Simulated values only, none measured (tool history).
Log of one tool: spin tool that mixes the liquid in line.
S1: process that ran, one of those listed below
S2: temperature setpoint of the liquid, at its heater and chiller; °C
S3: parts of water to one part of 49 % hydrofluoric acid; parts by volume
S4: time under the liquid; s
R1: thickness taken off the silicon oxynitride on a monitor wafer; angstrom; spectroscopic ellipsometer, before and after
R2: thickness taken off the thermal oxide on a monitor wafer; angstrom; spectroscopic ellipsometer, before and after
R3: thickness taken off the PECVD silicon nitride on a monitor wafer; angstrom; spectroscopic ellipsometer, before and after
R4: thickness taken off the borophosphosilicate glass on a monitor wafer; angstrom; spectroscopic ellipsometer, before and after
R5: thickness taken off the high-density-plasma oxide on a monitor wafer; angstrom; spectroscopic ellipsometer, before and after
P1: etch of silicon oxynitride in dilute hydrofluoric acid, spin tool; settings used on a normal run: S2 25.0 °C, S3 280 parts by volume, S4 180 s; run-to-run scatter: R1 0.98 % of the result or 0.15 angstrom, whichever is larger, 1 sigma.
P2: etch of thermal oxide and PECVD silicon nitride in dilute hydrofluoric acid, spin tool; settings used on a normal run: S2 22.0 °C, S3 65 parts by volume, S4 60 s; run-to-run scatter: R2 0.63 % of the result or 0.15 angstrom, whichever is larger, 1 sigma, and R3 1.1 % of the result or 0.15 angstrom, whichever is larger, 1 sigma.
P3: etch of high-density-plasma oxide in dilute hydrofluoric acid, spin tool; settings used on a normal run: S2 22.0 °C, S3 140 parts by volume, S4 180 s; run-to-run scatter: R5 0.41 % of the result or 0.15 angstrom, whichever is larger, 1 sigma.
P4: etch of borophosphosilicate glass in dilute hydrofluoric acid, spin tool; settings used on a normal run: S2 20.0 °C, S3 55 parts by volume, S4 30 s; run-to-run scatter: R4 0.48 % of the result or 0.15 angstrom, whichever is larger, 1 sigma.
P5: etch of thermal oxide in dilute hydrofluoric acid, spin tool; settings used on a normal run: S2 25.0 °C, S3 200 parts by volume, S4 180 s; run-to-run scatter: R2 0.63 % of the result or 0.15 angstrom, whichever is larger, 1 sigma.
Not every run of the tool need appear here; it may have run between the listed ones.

{"run": 1, "hour": 14.3, "S1": "P1", "S2": 25.0, "S3": 280, "S4": 180, "R1": 21.017}
{"run": 2, "hour": 22.5, "S1": "P5", "S2": 25.0, "S3": 110, "S4": 180, "R2": 79.577}
{"run": 3, "hour": 33.3, "S1": "P1", "S2": 25.0, "S3": 280, "S4": 180, "R1": 20.579}
{"run": 4, "hour": 45.4, "S1": "P2", "S2": 22.0, "S3": 90, "S4": 60, "R2": 28.85, "R3": 18.707}
{"run": 5, "hour": 52.9, "S1": "P4", "S2": 20.0, "S3": 55, "S4": 30, "R4": 231.27}
{"run": 6, "hour": 66.4, "S1": "P5", "S2": 17.5, "S3": 200, "S4": 180, "R2": 29.417}
{"run": 7, "hour": 75.2, "S1": "P1", "S2": 25.0, "S3": 280, "S4": 180, "R1": 21.005}
{"run": 8, "hour": 83.7, "S1": "P1", "S2": 29.0, "S3": 280, "S4": 180, "R1": 24.387}
{"run": 9, "hour": 91.7, "S1": "P3", "S2": 22.0, "S3": 140, "S4": 180, "R5": 67.802}
{"run": 10, "hour": 98.9, "S1": "P2", "S2": 22.0, "S3": 65, "S4": 95, "R2": 64.743, "R3": 41.064}
{"hour": 99.7, "done": "hydrofluoric acid flow meter replaced"}
{"run": 11, "hour": 109.1, "S1": "P4", "S2": 20.0, "S3": 55, "S4": 30, "R4": 228.76}
{"run": 12, "hour": 116.3, "S1": "P1", "S2": 25.0, "S3": 280, "S4": 75, "R1": 8.6178}
{"run": 13, "hour": 127.2, "S1": "P1", "S2": 19.5, "S3": 280, "S4": 180, "R1": 15.867}
{"run": 14, "hour": 140.8, "S1": "P1", "S2": 25.0, "S3": 280, "S4": 180, "R1": 20.727}
{"run": 15, "hour": 151.9, "S1": "P1", "S2": 30.5, "S3": 280, "S4": 315, "R1": 46.029}
{"run": 16, "hour": 161.2, "S1": "P5", "S2": 25.0, "S3": 200, "S4": 180, "R2": 38.847}
{"run": 17, "hour": 167.4, "S1": "P3", "S2": 22.0, "S3": 140, "S4": 305, "R5": 116.2}
{"run": 18, "hour": 177.3, "S1": "P1", "S2": 25.0, "S3": 55, "S4": 180, "R1": 126.23}
{"run": 19, "hour": 189.3, "S1": "P3", "S2": 17.0, "S3": 140, "S4": 180, "R5": 55.841}
{"run": 20, "hour": 201.2, "S1": "P1", "S2": 25.0, "S3": 415, "S4": 95, "R1": 6.5342}
{"run": 21, "hour": 207.5, "S1": "P1", "S2": 25.0, "S3": 280, "S4": 365, "R1": 42.594}
{"run": 22, "hour": 220.2, "S1": "P4", "S2": 20.0, "S3": 55, "S4": 15, "R4": 114.27}
{"hour": 221.6, "done": "thermometer replaced"}
{"run": 23, "hour": 230.4, "S1": "P3", "S2": 22.0, "S3": 140, "S4": 180, "R5": 68.376}
{"run": 24, "hour": 239.8, "S1": "P2", "S2": 22.0, "S3": 65, "S4": 60, "R2": 41.343, "R3": 25.53}
{"run": 25, "hour": 249.5, "S1": "P4", "S2": 20.0, "S3": 100, "S4": 30, "R4": 120.13}
{"run": 26, "hour": 257.2, "S1": "P1", "S2": 25.0, "S3": 280, "S4": 180, "R1": 20.566}
{"run": 27, "hour": 265.8, "S1": "P1", "S2": 25.0, "S3": 515, "S4": 180, "R1": 10.062}

Expected results for the next run?
{"run": 28, "hour": 277.6, "S1": "P2", "S2": 17.0, "S3": 65, "S4": 60, "R2": "?", "R3": "?"}

Logged for run 28: R2 33.296 angstrom, R3 18.425 angstrom.
